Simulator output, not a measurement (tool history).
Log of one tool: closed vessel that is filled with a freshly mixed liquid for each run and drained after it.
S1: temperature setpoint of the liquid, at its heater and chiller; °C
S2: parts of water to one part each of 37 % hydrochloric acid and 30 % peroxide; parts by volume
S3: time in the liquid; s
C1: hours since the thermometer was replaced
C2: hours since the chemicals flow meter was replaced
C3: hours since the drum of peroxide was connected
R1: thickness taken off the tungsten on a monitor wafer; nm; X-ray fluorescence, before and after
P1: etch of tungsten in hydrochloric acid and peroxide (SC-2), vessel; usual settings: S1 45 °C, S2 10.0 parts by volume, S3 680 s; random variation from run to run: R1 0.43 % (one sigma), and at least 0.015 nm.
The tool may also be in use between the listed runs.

Run 1, hour 9.8: S1 45 °C, S2 10.0 parts by volume, S3 680 s; C1 234.8; C2 1074.9; C3 302.0. Result: R1 57.1060 nm.
Run 2, hour 20.1: S1 45 °C, S2 10.0 parts by volume, S3 680 s; C1 245.1; C2 1085.2; C3 312.3. Result: R1 56.9960 nm.
Run 3, hour 31.0: S1 61 °C, S2 10.0 parts by volume, S3 680 s; C1 256.0; C2 1096.1; C3 323.2. Result: R1 163.2700 nm.
At hour 39.2: new drum of peroxide connected.
Run 4, hour 42.8: S1 45 °C, S2 10.0 parts by volume, S3 680 s; C1 267.8; C2 1107.9; C3 3.7. Result: R1 57.4380 nm.
Run 5, hour 55.2: S1 45 °C, S2 4.0 parts by volume, S3 680 s; C1 280.2; C2 1120.3; C3 16.1. Result: R1 113.5000 nm.
Run 6, hour 70.1: S1 36 °C, S2 10.0 parts by volume, S3 210 s; C1 295.1; C2 1135.2; C3 31.0. Result: R1 9.3182 nm.
Run 7, hour 79.7: S1 45 °C, S2 13.5 parts by volume, S3 680 s; C1 304.7; C2 1144.8; C3 40.6. Result: R1 44.0250 nm.
Run 8, hour 92.9: S1 45 °C, S2 4.0 parts by volume, S3 380 s; C1 317.9; C2 1158.0; C3 53.8. Result: R1 64.0290 nm.
Run 9, hour 106.3: S1 45 °C, S2 10.0 parts by volume, S3 680 s; C1 331.3; C2 1171.4; C3 67.2. Result: R1 57.0740 nm.
Run 10, hour 114.4: S1 45 °C, S2 10.0 parts by volume, S3 70 s; C1 339.4; C2 1179.5; C3 75.3. Result: R1 5.8548 nm.
Run 11, hour 124.0: S1 45 °C, S2 10.0 parts by volume, S3 680 s; C1 349.0; C2 1189.1; C3 84.9. Result: R1 57.0730 nm.
Run 12, hour 137.3: S1 45 °C, S2 10.0 parts by volume, S3 1310 s; C1 362.3; C2 1202.4; C3 98.2. Result: R1 110.1400 nm.
Run 13, hour 152.1: S1 35 °C, S2 10.0 parts by volume, S3 680 s; C1 377.1; C2 1217.2; C3 113.0. Result: R1 28.0330 nm.
Run 14, hour 161.0: S1 36 °C, S2 10.0 parts by volume, S3 1120 s; C1 386.0; C2 1226.1; C3 121.9. Result: R1 49.5470 nm.
Run 15, hour 176.1: S1 45 °C, S2 10.0 parts by volume, S3 680 s; C1 401.1; C2 1241.2; C3 137.0. Result: R1 57.1030 nm.
Run 16, hour 188.5: S1 45 °C, S2 10.0 parts by volume, S3 680 s; C1 413.5; C2 1253.6; C3 149.4. Result: R1 55.3720 nm.
Run 17, hour 197.4: S1 45 °C, S2 10.0 parts by volume, S3 680 s; C1 422.4; C2 1262.5; C3 158.3. Result: R1 53.9740 nm.
Run 18, hour 208.1: S1 45 °C, S2 10.0 parts by volume, S3 680 s; C1 433.1; C2 1273.2; C3 169.0. Result: R1 53.1120 nm.
Run 19, hour 221.4: S1 45 °C, S2 10.0 parts by volume, S3 680 s; C1 446.4; C2 1286.5; C3 182.3. Result: R1 52.4750 nm.
At hour 222.4: new drum of peroxide connected.
Run 20, hour 229.9: S1 45 °C, S2 10.0 parts by volume, S3 680 s; C1 454.9; C2 1295.0; C3 7.6. Result: R1 52.1470 nm.
Run 21, hour 244.9: S1 45 °C, S2 10.0 parts by volume, S3 680 s; C1 469.9; C2 1310.0; C3 22.6. Result: R1 52.0880 nm.

Forecast run 22:
Run 22, hour 259.4: S1 45 °C, S2 10.0 parts by volume, S3 680 s; C1 484.4; C2 1324.5; C3 37.1. Result: R1 ?.

Run 22 gave R1 51.7560 nm.
